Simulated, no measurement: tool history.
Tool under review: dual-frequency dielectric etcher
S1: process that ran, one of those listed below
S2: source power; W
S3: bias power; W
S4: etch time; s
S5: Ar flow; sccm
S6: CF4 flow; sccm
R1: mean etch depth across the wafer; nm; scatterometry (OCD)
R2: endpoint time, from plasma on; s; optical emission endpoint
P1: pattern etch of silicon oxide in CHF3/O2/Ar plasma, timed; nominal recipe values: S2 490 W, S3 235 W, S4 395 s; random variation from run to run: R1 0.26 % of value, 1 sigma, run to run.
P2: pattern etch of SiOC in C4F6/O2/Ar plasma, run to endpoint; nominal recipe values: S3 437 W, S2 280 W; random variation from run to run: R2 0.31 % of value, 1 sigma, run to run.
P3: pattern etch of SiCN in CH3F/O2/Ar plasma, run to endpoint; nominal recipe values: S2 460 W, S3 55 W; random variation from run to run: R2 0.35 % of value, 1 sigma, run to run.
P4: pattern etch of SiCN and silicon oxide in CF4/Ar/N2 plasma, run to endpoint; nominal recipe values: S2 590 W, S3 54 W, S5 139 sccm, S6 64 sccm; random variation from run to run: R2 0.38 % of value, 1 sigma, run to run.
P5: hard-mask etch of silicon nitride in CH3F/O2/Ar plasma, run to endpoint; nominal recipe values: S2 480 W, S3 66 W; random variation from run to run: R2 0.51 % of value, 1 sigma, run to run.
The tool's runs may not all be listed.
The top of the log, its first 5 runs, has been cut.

run 6 hour=58.5 | S1=P5 S2=480 S3=66 | R2=45.562
run 7 hour=64.9 | S1=P4 S2=590 S3=54 S5=139 S6=64 | R2=16.101
run 8 hour=77 | S1=P1 S2=490 S3=301 S4=395 | R1=872.75
run 9 hour=85.9 | S1=P4 S2=770 S3=54 S5=139 S6=64 | R2=12.691
run 10 hour=97.3 | S1=P5 S2=480 S3=46 | R2=51.022
run 11 hour=108 | S1=P1 S2=490 S3=235 S4=395 | R1=796.6
run 12 hour=119.7 | S1=P1 S2=490 S3=182 S4=395 | R1=728.07
run 13 hour=126 | S1=P4 S2=590 S3=69 S5=139 S6=64 | R2=14.752
run 14 hour=133.6 | S1=P1 S2=490 S3=235 S4=526.5 | R1=1063.3
run 15 hour=146.4 | S1=P4 S2=590 S3=54 S5=139 S6=87 | R2=15.306
run 16 hour=157 | S1=P1 S2=600 S3=235 S4=573.5 | R1=1250
run 17 hour=166 | S1=P1 S2=350 S3=235 S4=502.5 | R1=895.67
run 18 hour=175.3 | S1=P2 S2=280 S3=564 | R2=15.361
run 19 hour=185.5 | S1=P3 S2=340 S3=55 | R2=24.591
run 20 hour=192.5 | S1=P2 S2=370 S3=437 | R2=15.366

Expected results for the next run?
run 21 hour=204 | S1=P1 S2=490 S3=235 S4=395 | R1=?

Logged for run 21: R1 795.06 nm.
